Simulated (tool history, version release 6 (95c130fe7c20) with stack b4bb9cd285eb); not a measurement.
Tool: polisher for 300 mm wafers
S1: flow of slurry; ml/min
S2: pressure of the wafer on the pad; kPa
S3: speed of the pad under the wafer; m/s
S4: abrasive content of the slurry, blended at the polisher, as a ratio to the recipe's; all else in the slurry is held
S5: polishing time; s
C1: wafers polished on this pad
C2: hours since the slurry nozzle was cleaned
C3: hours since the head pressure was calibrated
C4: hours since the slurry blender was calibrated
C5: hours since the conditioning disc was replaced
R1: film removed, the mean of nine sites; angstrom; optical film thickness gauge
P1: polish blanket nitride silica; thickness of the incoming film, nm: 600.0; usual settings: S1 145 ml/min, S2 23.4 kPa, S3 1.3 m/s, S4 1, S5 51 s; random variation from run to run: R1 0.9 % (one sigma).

run   hour   S1    S2    S3   S4  S5    C1     C2     C3     C4     C5      R1
  1    5.9  145  23.4   1.3    1  51   274  237.1  524.6  117.1  171.9  328.86
  2   12.3  145  36.5   1.3    1  51   369  243.5    531  123.5  178.3  514.77
  3   19.5  145  23.4   1.3    1  77   476  250.7  538.2  130.7  185.5  497.49
      24.8  -- worn pad replaced by a new one
  4   25.2  145  23.4   1.3  0.6  70     7  256.4  543.9  136.4  191.2  343.75
  5   29.4  145  23.4   1.3  0.5  51    69  260.6  548.1  140.6  195.4   224.1
  6   35.2  145  23.4  1.76    1  51   156  266.4  553.9  146.4  201.2  419.37
  7   42.5  145  17.2   1.3    1  51   264  273.7  561.2  153.7  208.5  241.45
  8     49  190  23.4   1.3    1  51   361  280.2  567.7  160.2    215  339.45
  9   56.2  145  23.4   1.3    1  51   468  287.4  574.9  167.4  222.2  322.26
      59.9  -- head pressure recalibrated
 10   61.2  145  23.4   1.3    1  51   543  292.4    1.4  172.4  227.2  330.47
 11     68  145  23.4   1.3    1  51   644  299.2    8.2  179.2    234   331.3
 12   72.7  145  23.4  0.58    1  51   714  303.9   12.9  183.9  238.7  172.96
 13   77.8  145  23.4   1.3  1.5  51   790    309     18    189  243.8  383.04
 14   82.6   85  23.4   1.3    1  51   862  313.8   22.8  193.8  248.6  292.18
 15   89.4  145  23.4   1.3    1  23   963  320.6   29.6  200.6  255.4  149.31
 16   95.6  145  23.4   1.3    1  51  1055  326.8   35.8  206.8  261.6  331.74
 17  103.2  145  23.4   1.3    1  51  1168  334.4   43.4  214.4  269.2  309.84
 18  108.7  145  23.4   1.3    1  51  1250  339.9   48.9  219.9  274.7  306.95

The next listed run, before its measurement:
     112.6  -- worn pad replaced by a new one
 19  114.3  145  23.4  1.3   1  51  26  345.5  54.5  225.5  280.3   ?

{"run 19": {"R1": 301.35}}
